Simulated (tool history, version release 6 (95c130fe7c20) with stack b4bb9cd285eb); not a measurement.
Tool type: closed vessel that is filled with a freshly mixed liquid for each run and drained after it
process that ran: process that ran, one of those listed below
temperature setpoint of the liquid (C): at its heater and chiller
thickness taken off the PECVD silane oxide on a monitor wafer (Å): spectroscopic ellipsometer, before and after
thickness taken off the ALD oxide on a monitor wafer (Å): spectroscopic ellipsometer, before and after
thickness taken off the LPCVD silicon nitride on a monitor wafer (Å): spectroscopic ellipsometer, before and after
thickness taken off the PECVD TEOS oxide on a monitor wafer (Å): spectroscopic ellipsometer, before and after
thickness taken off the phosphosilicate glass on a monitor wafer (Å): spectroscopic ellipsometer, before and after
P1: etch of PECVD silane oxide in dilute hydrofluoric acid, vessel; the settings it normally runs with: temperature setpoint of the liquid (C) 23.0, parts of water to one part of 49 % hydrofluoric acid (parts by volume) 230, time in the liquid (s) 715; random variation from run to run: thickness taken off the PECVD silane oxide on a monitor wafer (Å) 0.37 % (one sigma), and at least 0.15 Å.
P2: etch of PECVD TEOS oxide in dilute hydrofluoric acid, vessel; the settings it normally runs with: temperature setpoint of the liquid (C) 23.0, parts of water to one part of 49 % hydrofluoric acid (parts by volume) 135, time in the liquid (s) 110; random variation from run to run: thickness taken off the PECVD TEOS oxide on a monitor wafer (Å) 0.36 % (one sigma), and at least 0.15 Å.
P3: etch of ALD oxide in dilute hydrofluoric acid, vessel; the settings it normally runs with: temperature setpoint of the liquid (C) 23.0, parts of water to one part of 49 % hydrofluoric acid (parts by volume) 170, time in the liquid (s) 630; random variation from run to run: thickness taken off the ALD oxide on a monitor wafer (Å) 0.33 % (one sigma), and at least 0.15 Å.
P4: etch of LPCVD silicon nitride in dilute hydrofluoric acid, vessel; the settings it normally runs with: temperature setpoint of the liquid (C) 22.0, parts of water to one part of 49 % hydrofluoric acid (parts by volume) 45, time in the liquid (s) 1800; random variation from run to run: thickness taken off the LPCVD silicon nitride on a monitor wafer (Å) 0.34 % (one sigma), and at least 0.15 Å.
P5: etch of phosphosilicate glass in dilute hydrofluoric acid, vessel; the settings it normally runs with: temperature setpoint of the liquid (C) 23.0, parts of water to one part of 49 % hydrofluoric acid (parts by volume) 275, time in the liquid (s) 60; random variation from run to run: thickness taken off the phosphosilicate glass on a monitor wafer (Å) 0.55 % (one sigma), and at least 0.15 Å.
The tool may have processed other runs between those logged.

run,hour,process that ran,temperature setpoint of the liquid (C),parts of water to one part of 49 % hydrofluoric acid (parts by volume),time in the liquid (s),hours since the thermometer was replaced,hours since the hydrofluoric acid flow meter was replaced,thickness taken off the PECVD silane oxide on a monitor wafer (Å),thickness taken off the ALD oxide on a monitor wafer (Å),thickness taken off the LPCVD silicon nitride on a monitor wafer (Å),thickness taken off the PECVD TEOS oxide on a monitor wafer (Å),thickness taken off the phosphosilicate glass on a monitor wafer (Å)
1,16.5,P1,23.0,230,715,1481.7,577.8,498.400,,,,
2,35.0,P3,18.5,170,630,1500.2,596.3,,302.61,,,
3,47.2,P1,23.0,230,715,1512.4,608.5,496.490,,,,
4,64.8,P3,23.0,170,630,1530.0,626.1,,363.61,,,
# hour 72.9: thermometer replaced
5,83.4,P4,22.0,45,1800,10.6,644.7,,,206.060,,
6,93.0,P1,27.5,230,1010,20.2,654.3,820.060,,,,
7,103.3,P2,28.5,135,110,30.5,664.6,,,,120.030,
8,120.2,P3,23.0,170,630,47.4,681.5,,361.19,,,
9,129.0,P1,23.0,230,715,56.2,690.3,495.140,,,,
10,146.6,P5,23.0,275,30,73.8,707.9,,,,,128.99
11,156.3,P5,23.0,275,60,83.5,717.6,,,,,260.66
12,171.8,P2,23.0,45,110,99.0,733.1,,,,326.580,
13,187.8,P1,23.0,230,715,115.0,749.1,498.770,,,,
14,205.7,P1,23.0,65,715,132.9,767.0,2115.600,,,,
15,217.6,P4,22.0,45,1800,144.8,778.9,,,205.710,,
16,229.8,P2,23.0,135,175,157.0,791.1,,,,155.210,
17,240.2,P1,23.0,355,1010,167.4,801.5,401.020,,,,
# hour 241.0: hydrofluoric acid flow meter replaced
18,256.8,P5,23.0,275,60,184.0,15.8,,,,,257.64
19,267.1,P1,23.0,230,715,194.3,26.1,498.220,,,,
20,279.3,P3,23.0,170,1120,206.5,38.3,,641.68,,,
21,294.5,P4,22.0,45,495,221.7,53.5,,,56.568,,
22,308.1,P3,23.0,75,630,235.3,67.1,,913.54,,,
23,323.1,P5,23.0,55,60,250.3,82.1,,,,,1660.70
24,334.2,P1,23.0,350,150,261.4,93.2,61.021,,,,
25,347.8,P2,23.0,135,110,275.0,106.8,,,,97.913,

What does the tool deliver on the next run?
26,359.8,P5,28.0,275,60,287.0,118.8,,,,,?

{"run 26": {"thickness taken off the phosphosilicate glass on a monitor wafer (Å)": 306.24}}
